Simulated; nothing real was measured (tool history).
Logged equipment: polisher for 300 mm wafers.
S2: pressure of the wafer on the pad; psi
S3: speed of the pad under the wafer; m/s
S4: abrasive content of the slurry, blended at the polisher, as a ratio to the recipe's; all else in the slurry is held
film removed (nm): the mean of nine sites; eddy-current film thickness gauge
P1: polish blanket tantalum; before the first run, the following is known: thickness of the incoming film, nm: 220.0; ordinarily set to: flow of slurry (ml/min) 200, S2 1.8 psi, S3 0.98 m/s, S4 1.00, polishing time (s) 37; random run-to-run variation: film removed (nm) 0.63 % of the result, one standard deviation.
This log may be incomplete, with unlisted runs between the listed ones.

run 1 day=0.312 | flow_of_slurry_(ml/min)=200 S2=1.8 S3=0.98 S4=1.00 polishing_time_(s)=37 | film_removed_(nm)=61.544
run 2 day=0.525 | flow_of_slurry_(ml/min)=200 S2=1.8 S3=0.98 S4=1.00 polishing_time_(s)=24 | film_removed_(nm)=40.075
run 3 day=0.808 | flow_of_slurry_(ml/min)=140 S2=1.8 S3=0.98 S4=1.00 polishing_time_(s)=50 | film_removed_(nm)=78.639
run 4 day=1.204 | flow_of_slurry_(ml/min)=200 S2=1.8 S3=0.98 S4=1.00 polishing_time_(s)=37 | film_removed_(nm)=61.406
run 5 day=1.550 | flow_of_slurry_(ml/min)=200 S2=1.8 S3=0.98 S4=1.00 polishing_time_(s)=37 | film_removed_(nm)=62.207
run 6 day=1.892 | flow_of_slurry_(ml/min)=200 S2=1.8 S3=0.52 S4=1.00 polishing_time_(s)=37 | film_removed_(nm)=32.627
run 7 day=2.117 | flow_of_slurry_(ml/min)=200 S2=1.8 S3=0.98 S4=1.00 polishing_time_(s)=37 | film_removed_(nm)=61.598
run 8 day=2.488 | flow_of_slurry_(ml/min)=310 S2=1.8 S3=0.98 S4=1.00 polishing_time_(s)=37 | film_removed_(nm)=64.691
run 9 day=2.683 | flow_of_slurry_(ml/min)=200 S2=0.8 S3=0.98 S4=1.00 polishing_time_(s)=37 | film_removed_(nm)=27.498
run 10 day=3.067 | flow_of_slurry_(ml/min)=200 S2=1.3 S3=0.66 S4=1.00 polishing_time_(s)=37 | film_removed_(nm)=30.087
run 11 day=3.433 | flow_of_slurry_(ml/min)=265 S2=1.8 S3=0.98 S4=1.35 polishing_time_(s)=37 | film_removed_(nm)=68.940
run 12 day=3.762 | flow_of_slurry_(ml/min)=200 S2=1.8 S3=0.98 S4=1.00 polishing_time_(s)=52 | film_removed_(nm)=86.662

Run 13 comes next. What will it give?
run 13 day=4.154 | flow_of_slurry_(ml/min)=145 S2=1.8 S3=0.98 S4=1.00 polishing_time_(s)=37 | film_removed_(nm)=?

film removed (nm): 58.094
